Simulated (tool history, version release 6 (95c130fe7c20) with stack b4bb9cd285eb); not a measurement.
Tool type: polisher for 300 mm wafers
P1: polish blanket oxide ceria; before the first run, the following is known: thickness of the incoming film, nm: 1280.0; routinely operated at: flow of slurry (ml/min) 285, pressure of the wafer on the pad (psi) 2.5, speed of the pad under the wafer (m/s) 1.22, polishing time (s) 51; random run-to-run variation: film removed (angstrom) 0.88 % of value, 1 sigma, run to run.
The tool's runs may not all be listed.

run	hour	flow of slurry (ml/min)	pressure of the wafer on the pad (psi)	speed of the pad under the wafer (m/s)	polishing time (s)	wafers polished on this pad	hours since the slurry nozzle was cleaned	hours since the head pressure was calibrated	film removed (angstrom)
1	7.1	285	2.5	1.22	51	454	160.4	176.4	2166.5
2	12.7	285	2.5	1.22	35	535	166.0	182.0	1505.8
3	24.4	170	2.5	1.22	51	702	177.7	193.7	2073.5
4	31.5	405	3.3	1.22	51	804	184.8	200.8	2963.5
5	42.1	285	2.5	1.78	51	956	195.4	211.4	3198.3
6	49.0	170	2.5	0.60	51	1055	202.3	218.3	1012.5
7	59.6	285	2.5	0.62	51	1207	212.9	228.9	1116.9
8	67.9	285	2.5	1.22	75	1326	221.2	237.2	3200.7
9	76.6	285	2.5	1.22	51	1451	229.9	245.9	2174.1
10	85.6	285	2.5	1.22	51	1580	238.9	254.9	2165.6
11	96.4	285	3.8	1.22	51	1735	249.7	265.7	3311.6
12	105.9	285	1.2	1.22	51	1871	259.2	275.2	1039.6
13	112.0	365	2.5	1.22	51	1958	265.3	281.3	2244.6
14	121.1	285	2.5	1.22	51	2089	274.4	290.4	2185.9

What will run 15 give?
15	129.0	285	2.5	1.22	51	2202	282.3	298.3	?

Logged for run 15: film removed (angstrom) 2171.8.

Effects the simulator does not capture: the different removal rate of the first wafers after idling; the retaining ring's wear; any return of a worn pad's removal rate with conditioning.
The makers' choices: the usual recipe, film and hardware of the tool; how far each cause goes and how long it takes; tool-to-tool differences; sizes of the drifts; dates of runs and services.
